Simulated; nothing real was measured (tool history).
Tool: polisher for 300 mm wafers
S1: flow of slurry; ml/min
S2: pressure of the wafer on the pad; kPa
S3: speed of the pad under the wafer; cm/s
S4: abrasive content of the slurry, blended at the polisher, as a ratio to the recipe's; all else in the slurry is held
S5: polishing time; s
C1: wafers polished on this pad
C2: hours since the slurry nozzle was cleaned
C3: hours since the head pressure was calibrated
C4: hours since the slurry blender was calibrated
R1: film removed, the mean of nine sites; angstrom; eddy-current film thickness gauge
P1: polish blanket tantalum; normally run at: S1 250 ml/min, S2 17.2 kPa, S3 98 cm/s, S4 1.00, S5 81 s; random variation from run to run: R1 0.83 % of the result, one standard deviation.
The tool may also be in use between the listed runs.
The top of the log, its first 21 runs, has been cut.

run,hour,S1,S2,S3,S4,S5,C1,C2,C3,C4,R1
22,209.4,250,17.2,98,1.00,81,1253,462.7,328.7,464.5,1307.50
23,220.4,250,17.2,98,1.00,81,1385,473.7,339.7,475.5,1261.60
24,231.6,250,17.2,98,1.00,81,1520,484.9,350.9,486.7,1267.40
25,240.2,250,17.2,98,1.00,81,1623,493.5,359.5,495.3,1224.40
# hour 244.6: slurry nozzle cleaned
26,246.8,250,17.2,98,1.00,81,1703,2.3,366.1,501.9,1238.00
# hour 247.6: worn pad replaced by a new one
27,253.4,250,17.2,98,1.00,81,70,8.9,372.7,508.5,1212.70
28,263.3,250,17.2,98,1.00,81,189,18.8,382.6,518.4,1238.50
29,275.1,250,17.2,98,1.00,81,330,30.6,394.4,530.2,1207.00

What will run 30 give?
30,281.3,250,17.2,98,1.00,81,405,36.8,400.6,536.4,?

{"run 30": {"R1": 1208.6}}

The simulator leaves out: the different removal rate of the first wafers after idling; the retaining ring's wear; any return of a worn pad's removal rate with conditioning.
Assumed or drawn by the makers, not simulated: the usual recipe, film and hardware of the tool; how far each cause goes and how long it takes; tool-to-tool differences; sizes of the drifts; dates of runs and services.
